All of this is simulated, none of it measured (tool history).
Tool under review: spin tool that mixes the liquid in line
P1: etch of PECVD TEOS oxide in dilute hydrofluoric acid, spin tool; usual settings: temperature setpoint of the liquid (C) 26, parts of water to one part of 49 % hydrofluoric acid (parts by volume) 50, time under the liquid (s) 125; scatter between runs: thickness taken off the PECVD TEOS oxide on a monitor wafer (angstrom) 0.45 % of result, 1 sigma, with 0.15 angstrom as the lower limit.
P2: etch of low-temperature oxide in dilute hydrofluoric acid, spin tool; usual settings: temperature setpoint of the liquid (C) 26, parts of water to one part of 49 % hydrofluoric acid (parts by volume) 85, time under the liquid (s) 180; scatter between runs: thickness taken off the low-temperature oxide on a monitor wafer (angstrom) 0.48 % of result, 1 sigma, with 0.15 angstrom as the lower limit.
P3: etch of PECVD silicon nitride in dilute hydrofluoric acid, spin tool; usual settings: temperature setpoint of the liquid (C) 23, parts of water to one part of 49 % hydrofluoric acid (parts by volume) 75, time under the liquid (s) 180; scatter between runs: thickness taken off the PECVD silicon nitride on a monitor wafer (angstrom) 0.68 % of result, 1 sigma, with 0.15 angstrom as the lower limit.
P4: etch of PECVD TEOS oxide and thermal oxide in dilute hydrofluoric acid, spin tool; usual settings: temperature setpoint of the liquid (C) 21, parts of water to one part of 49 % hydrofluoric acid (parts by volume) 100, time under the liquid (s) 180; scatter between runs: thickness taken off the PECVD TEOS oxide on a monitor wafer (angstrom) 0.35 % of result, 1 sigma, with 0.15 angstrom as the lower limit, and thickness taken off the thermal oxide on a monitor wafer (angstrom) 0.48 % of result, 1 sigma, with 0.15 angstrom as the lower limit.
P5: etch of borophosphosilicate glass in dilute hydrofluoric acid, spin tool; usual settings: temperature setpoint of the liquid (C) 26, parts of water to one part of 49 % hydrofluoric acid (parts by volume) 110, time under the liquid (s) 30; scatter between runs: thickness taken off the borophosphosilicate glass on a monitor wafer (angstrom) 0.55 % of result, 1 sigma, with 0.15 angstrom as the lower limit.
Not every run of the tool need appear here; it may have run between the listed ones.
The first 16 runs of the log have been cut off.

run	day	process that ran	temperature setpoint of the liquid (C)	parts of water to one part of 49 % hydrofluoric acid (parts by volume)	time under the liquid (s)	hours since the thermometer was replaced	hours since the hydrofluoric acid flow meter was replaced	thickness taken off the PECVD TEOS oxide on a monitor wafer (angstrom)	thickness taken off the borophosphosilicate glass on a monitor wafer (angstrom)	thickness taken off the thermal oxide on a monitor wafer (angstrom)	thickness taken off the PECVD silicon nitride on a monitor wafer (angstrom)	thickness taken off the low-temperature oxide on a monitor wafer (angstrom)
17	8.167	P1	18	50	125	20.8	570.6	215.44				
18	8.508	P1	26	50	125	29	578.8	300.03				
19	9.2	P2	26	85	25	45.6	595.4					65.284
# day 9.467: hydrofluoric acid flow meter replaced
20	9.888	P1	26	20	125	62.1	10.2	782.81				
21	10.467	P4	21	100	260	76	24.1	434.47		108.94		
22	10.888	P1	26	20	25	86.1	34.2	158.27				
23	11.533	P3	23	75	180	101.6	49.7				41.971	
24	12.05	P5	21	110	30	114	62.1		102.22			

Run 25 is up next; what results do you expect?
25	12.404	P5	26	65	30	122.5	70.6		?			

thickness taken off the borophosphosilicate glass on a monitor wafer (angstrom): 224.37
